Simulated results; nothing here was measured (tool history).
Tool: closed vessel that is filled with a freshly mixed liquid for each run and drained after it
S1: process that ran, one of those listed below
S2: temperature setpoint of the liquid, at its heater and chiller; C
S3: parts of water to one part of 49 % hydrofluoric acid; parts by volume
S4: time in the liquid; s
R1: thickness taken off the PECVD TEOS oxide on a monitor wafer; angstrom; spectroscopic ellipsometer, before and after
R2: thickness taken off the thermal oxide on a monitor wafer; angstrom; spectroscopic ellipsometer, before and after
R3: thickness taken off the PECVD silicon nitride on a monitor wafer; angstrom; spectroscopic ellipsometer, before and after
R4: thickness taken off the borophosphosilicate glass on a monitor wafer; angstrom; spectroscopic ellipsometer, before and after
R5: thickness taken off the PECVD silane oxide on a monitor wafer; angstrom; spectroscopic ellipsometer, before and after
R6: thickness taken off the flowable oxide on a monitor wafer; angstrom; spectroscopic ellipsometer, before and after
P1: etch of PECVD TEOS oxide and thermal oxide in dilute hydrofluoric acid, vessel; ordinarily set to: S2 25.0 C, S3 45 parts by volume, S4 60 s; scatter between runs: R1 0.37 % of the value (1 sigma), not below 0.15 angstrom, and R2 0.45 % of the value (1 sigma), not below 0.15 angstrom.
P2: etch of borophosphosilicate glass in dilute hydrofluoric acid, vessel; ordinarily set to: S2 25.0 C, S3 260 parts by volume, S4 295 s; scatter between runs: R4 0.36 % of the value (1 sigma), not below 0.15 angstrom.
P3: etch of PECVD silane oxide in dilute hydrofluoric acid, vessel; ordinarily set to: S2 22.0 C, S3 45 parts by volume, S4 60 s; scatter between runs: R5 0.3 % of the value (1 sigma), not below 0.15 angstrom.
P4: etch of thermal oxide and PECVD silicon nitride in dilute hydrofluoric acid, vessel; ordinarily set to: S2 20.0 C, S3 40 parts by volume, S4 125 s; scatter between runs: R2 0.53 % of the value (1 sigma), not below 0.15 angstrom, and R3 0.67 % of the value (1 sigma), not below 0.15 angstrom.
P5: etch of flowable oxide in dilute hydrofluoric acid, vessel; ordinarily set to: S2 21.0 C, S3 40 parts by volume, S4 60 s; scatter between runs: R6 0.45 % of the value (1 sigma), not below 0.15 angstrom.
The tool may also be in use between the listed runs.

| run | day | S1 | S2 | S3 | S4 | R1 | R2 | R3 | R4 | R5 | R6 |
|---|---|---|---|---|---|---|---|---|---|---|---|
| 1 | 0.333 | P1 | 25.0 | 45 | 60 | 129.570 | 71.865 |  |  |  |  |
| 2 | 0.812 | P4 | 20.0 | 40 | 125 |  | 132.970 | 40.407 |  |  |  |
| 3 | 1.267 | P2 | 25.0 | 260 | 295 |  |  |  | 537.45 |  |  |
| 4 | 1.704 | P1 | 25.0 | 25 | 30 | 119.800 | 66.712 |  |  |  |  |
| 5 | 2.104 | P1 | 25.0 | 45 | 60 | 131.050 | 71.740 |  |  |  |  |
| 6 | 2.462 | P3 | 22.0 | 45 | 100 |  |  |  |  | 1075.40 |  |
|  | 2.746 | hydrofluoric acid flow meter replaced |
| 7 | 2.888 | P1 | 25.0 | 20 | 60 | 300.550 | 167.970 |  |  |  |  |
| 8 | 3.246 | P5 | 21.0 | 40 | 60 |  |  |  |  |  | 475.72 |
| 9 | 3.571 | P3 | 22.0 | 45 | 60 |  |  |  |  | 650.02 |  |
| 10 | 3.842 | P4 | 20.0 | 60 | 125 |  | 87.471 | 27.046 |  |  |  |
| 11 | 4.250 | P4 | 20.0 | 40 | 125 |  | 133.720 | 40.414 |  |  |  |
| 12 | 4.504 | P1 | 30.5 | 45 | 60 | 161.630 | 88.931 |  |  |  |  |
| 13 | 4.812 | P2 | 25.0 | 260 | 435 |  |  |  | 800.79 |  |  |
| 14 | 5.292 | P1 | 25.0 | 45 | 30 | 65.123 | 36.153 |  |  |  |  |
| 15 | 5.771 | P4 | 17.0 | 40 | 125 |  | 118.260 | 32.821 |  |  |  |
| 16 | 6.221 | P3 | 22.0 | 45 | 60 |  |  |  |  | 645.68 |  |
| 17 | 6.592 | P1 | 25.0 | 70 | 60 | 81.194 | 44.877 |  |  |  |  |
| 18 | 7.004 | P4 | 20.0 | 40 | 30 |  | 32.372 | 10.135 |  |  |  |
| 19 | 7.433 | P5 | 21.0 | 40 | 115 |  |  |  |  |  | 908.13 |
| 20 | 7.842 | P1 | 18.0 | 45 | 60 | 96.607 | 53.361 |  |  |  |  |
| 21 | 8.204 | P2 | 25.0 | 45 | 295 |  |  |  | 4049.60 |  |  |
| 22 | 8.567 | P1 | 25.0 | 45 | 60 | 129.820 | 71.276 |  |  |  |  |
| 23 | 8.992 | P3 | 30.5 | 45 | 60 |  |  |  |  | 911.85 |  |
| 24 | 9.446 | P1 | 25.0 | 45 | 60 | 130.290 | 72.248 |  |  |  |  |
| 25 | 9.825 | P1 | 25.0 | 45 | 95 | 204.840 | 114.110 |  |  |  |  |
| 26 | 10.262 | P3 | 22.0 | 20 | 60 |  |  |  |  | 1502.50 |  |
| 27 | 10.758 | P5 | 21.0 | 75 | 60 |  |  |  |  |  | 244.82 |
| 28 | 10.988 | P5 | 26.0 | 40 | 60 |  |  |  |  |  | 579.88 |
| 29 | 11.229 | P2 | 19.5 | 260 | 295 |  |  |  | 441.73 |  |  |
| 30 | 11.454 | P1 | 25.0 | 45 | 60 | 130.140 | 71.730 |  |  |  |  |
| 31 | 11.792 | P1 | 25.0 | 45 | 60 | 130.720 | 71.270 |  |  |  |  |
| 32 | 12.075 | P1 | 25.0 | 45 | 60 | 126.380 | 70.220 |  |  |  |  |
| 33 | 12.458 | P1 | 25.0 | 45 | 60 | 123.730 | 68.079 |  |  |  |  |
| 34 | 12.762 | P1 | 25.0 | 45 | 60 | 123.220 | 67.763 |  |  |  |  |
| 35 | 13.054 | P1 | 25.0 | 45 | 60 | 121.160 | 66.468 |  |  |  |  |
| 36 | 13.396 | P1 | 25.0 | 45 | 60 | 119.870 | 66.696 |  |  |  |  |
| 37 | 13.758 | P1 | 25.0 | 45 | 60 | 120.080 | 65.735 |  |  |  |  |
| 38 | 14.246 | P1 | 25.0 | 45 | 60 | 119.770 | 65.551 |  |  |  |  |
| 39 | 14.504 | P1 | 25.0 | 45 | 60 | 120.250 | 66.095 |  |  |  |  |
| 40 | 14.904 | P1 | 25.0 | 45 | 60 | 119.340 | 65.015 |  |  |  |  |
| 41 | 15.146 | P1 | 25.0 | 45 | 60 | 118.830 | 65.590 |  |  |  |  |

What P1 gives has crept off from where it sat before. The 2 causes that follow fit the log equally well, each at the size noted:
A: liquid colder than its thermometer reads (K) = 2.12
B: hydrofluoric acid flow below the setpoint (%) = 7.89
The process output started creeping at around day 11.792.

Which of the 4 check runs listed below, each an average over 2 wafers with its results shown as question marks, gives clearly different results under the different listed causes?
| check 1 | 15.388 | P2 | 25.0 | 70 | 410 |  |  |  | ? |  |  |
| check 2 | 15.388 | P5 | 21.0 | 70 | 60 |  |  |  |  |  | ? |
| check 3 | 15.388 | P4 | 17.0 | 40 | 65 |  | ? | ? |  |  |  |
| check 4 | 15.388 | P3 | 28.5 | 20 | 60 |  |  |  |  | ? |  |

What every check run would give for each of its results, assuming each possible cause in turn:
| check | result | if A | if B |
|---|---|---|---|
| check 1 | R4 | 3184.30 | 3171.00 |
| check 2 | R6 | 239.76 | 239.63 |
| check 3 | R2 | 55.642 | 56.057 |
| check 3 | R3 | 14.635 | 15.742 |
| check 4 | R5 | 1805.90 | 1810.70 |
Distance between the nearest two causes, measured in the result of the check that separates them most: check 1 0.42 %; check 2 0.05 %; check 3 7.29 %; check 4 0.27 %
The causes can be told apart only by check 3. The other checks would give nearly the same results under each of them.

Running check 3 produced the following: R2 55.642 angstrom; R3 14.802 angstrom. Which one of the listed causes fits?

The correct cause is A, namely: liquid colder than its thermometer reads (K).

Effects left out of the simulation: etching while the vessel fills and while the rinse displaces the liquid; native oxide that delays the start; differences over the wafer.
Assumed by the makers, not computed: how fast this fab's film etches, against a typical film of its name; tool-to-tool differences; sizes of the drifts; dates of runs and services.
